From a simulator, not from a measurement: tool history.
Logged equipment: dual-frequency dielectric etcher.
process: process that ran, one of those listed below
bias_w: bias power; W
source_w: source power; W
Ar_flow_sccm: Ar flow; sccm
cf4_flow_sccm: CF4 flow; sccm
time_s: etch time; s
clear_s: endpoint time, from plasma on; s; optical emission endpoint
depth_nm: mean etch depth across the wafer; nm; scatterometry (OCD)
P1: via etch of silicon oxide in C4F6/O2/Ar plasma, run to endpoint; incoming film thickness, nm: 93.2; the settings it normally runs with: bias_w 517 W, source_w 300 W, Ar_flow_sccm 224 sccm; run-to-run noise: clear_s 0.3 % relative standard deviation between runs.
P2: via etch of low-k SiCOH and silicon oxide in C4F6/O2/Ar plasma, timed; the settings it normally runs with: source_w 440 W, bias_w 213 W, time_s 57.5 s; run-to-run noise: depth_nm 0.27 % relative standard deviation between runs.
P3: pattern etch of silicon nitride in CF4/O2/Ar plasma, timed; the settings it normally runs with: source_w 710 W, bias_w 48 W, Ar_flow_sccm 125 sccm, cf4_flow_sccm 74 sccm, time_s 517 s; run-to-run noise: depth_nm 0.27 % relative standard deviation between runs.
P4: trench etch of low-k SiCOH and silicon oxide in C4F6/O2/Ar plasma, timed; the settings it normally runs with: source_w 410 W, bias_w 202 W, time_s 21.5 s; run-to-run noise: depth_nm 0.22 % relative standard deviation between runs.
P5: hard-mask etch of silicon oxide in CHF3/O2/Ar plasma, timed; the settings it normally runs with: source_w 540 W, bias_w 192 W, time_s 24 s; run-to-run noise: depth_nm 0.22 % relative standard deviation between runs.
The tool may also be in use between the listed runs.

run   hour  process  bias_w  source_w  Ar_flow_sccm  cf4_flow_sccm  time_s  hours since the last wet clean  hours since the last bias power generator calibration  hours since the last source power generator calibration  hours since the last Ar flow controller change  clear_s  depth_nm
  1    6.6       P1     517       300           224                                                  291.9                                                  505.5                                                   3224.4                                          1530.7   22.113
  2     17       P3      48       710           125             52     517                           302.3                                                  515.9                                                   3234.8                                          1541.1             1179.4
  3   28.1       P1     517       300           140                                                  313.4                                                    527                                                   3245.9                                          1552.2   20.905
  4   36.1       P1     517       300           224                                                  321.4                                                    535                                                   3253.9                                          1560.2   22.079
  5   50.2       P1     352       300           224                                                  335.5                                                  549.1                                                     3268                                          1574.3   25.514
  6   58.5       P4     202       410                                 21.5                           343.8                                                  557.4                                                   3276.3                                          1582.6             68.163
  7   69.6       P3      30       710           125             74     517                           354.9                                                  568.5                                                   3287.4                                          1593.7             1048.3
  8     82       P1     732       300           224                                                  367.3                                                  580.9                                                   3299.8                                          1606.1   19.267
  9     93       P3      48       710           169             74     517                           378.3                                                  591.9                                                   3310.8                                          1617.1             1188.4
 10  106.4       P4     202       410                                   12                           391.7                                                  605.3                                                   3324.2                                          1630.5             38.327
 11    118       P3      48       710           125             74     517                           403.3                                                  616.9                                                   3335.8                                          1642.1             1246.4
 12  125.4       P4     202       410                                 21.5                           410.7                                                  624.3                                                   3343.2                                          1649.5             68.705
 13  137.7       P2     213       260                                 57.5                             423                                                  636.6                                                   3355.5                                          1661.8             145.01
 14  146.8       P1     517       300           224                                                  432.1                                                  645.7                                                   3364.6                                          1670.9   22.005
 15  160.5       P1     517       390           224                                                  445.8                                                  659.4                                                   3378.3                                          1684.6   20.029
 16  169.1       P4     202       270                                 21.5                           454.4                                                    668                                                   3386.9                                          1693.2             58.453
 17  177.1       P2     171       440                                 57.5                           462.4                                                    676                                                   3394.9                                          1701.2             166.42
 18  183.8       P2     213       440                                 57.5                           469.1                                                  682.7                                                   3401.6                                          1707.9             179.39
 19  190.2       P3      48       860           125             74     517                           475.5                                                  689.1                                                     3408                                          1714.3             1466.1
 20  200.1       P1     517       250           308                                                  485.4                                                    699                                                   3417.9                                          1724.2   24.427
 21  208.8       P5     192       420                                   24                           494.1                                                  707.7                                                   3426.6                                          1732.9             42.321
 22  218.3       P1     517       220           224                                                  503.6                                                  717.2                                                   3436.1                                          1742.4   24.607
 23  232.4       P5     192       540                                 30.5                           517.7                                                  731.3                                                   3450.2                                          1756.5             59.133
 24  245.3       P2     213       440                                   41                           530.6                                                  744.2                                                   3463.1                                          1769.4             127.43
 25    256       P5     126       540                                   24                           541.3                                                  754.9                                                   3473.8                                          1780.1              40.54
 26  269.7       P3      48       710           125             74     764                             555                                                  768.6                                                   3487.5                                          1793.8             1835.1
 27  281.7       P1     517       300           224                                                    567                                                  780.6                                                   3499.5                                          1805.8   22.075
 28  293.7       P1     517       300           224                                                    579                                                  792.6                                                   3511.5                                          1817.8   21.997
 29  305.4       P1     517       300           224                                                  590.7                                                  804.3                                                   3523.2                                          1829.5   22.047
 30  318.9       P1     517       300           270                                                  604.2                                                  817.8                                                   3536.7                                            1843   22.529
 31    327       P5     192       540                                   24                           612.3                                                  825.9                                                   3544.8                                          1851.1             46.783
 32  333.9       P4     268       410                                 21.5                           619.2                                                  832.8                                                   3551.7                                            1858             75.481
 33    343       P1     517       300           224                                                  628.3                                                  841.9                                                   3560.8                                          1867.1   22.018
 34  354.9       P1     517       300           224                                                  640.2                                                  853.8                                                   3572.7                                            1879   21.773
 35  368.3       P1     517       300           224                                                  653.6                                                  867.2                                                   3586.1                                          1892.4   21.738

Run 36 is up next; what results do you expect?
 36  382.2       P1     517       300           224                                                  667.5                                                  881.1                                                     3600                                          1906.3        ?

{"run 36": {"clear_s": 21.826}}
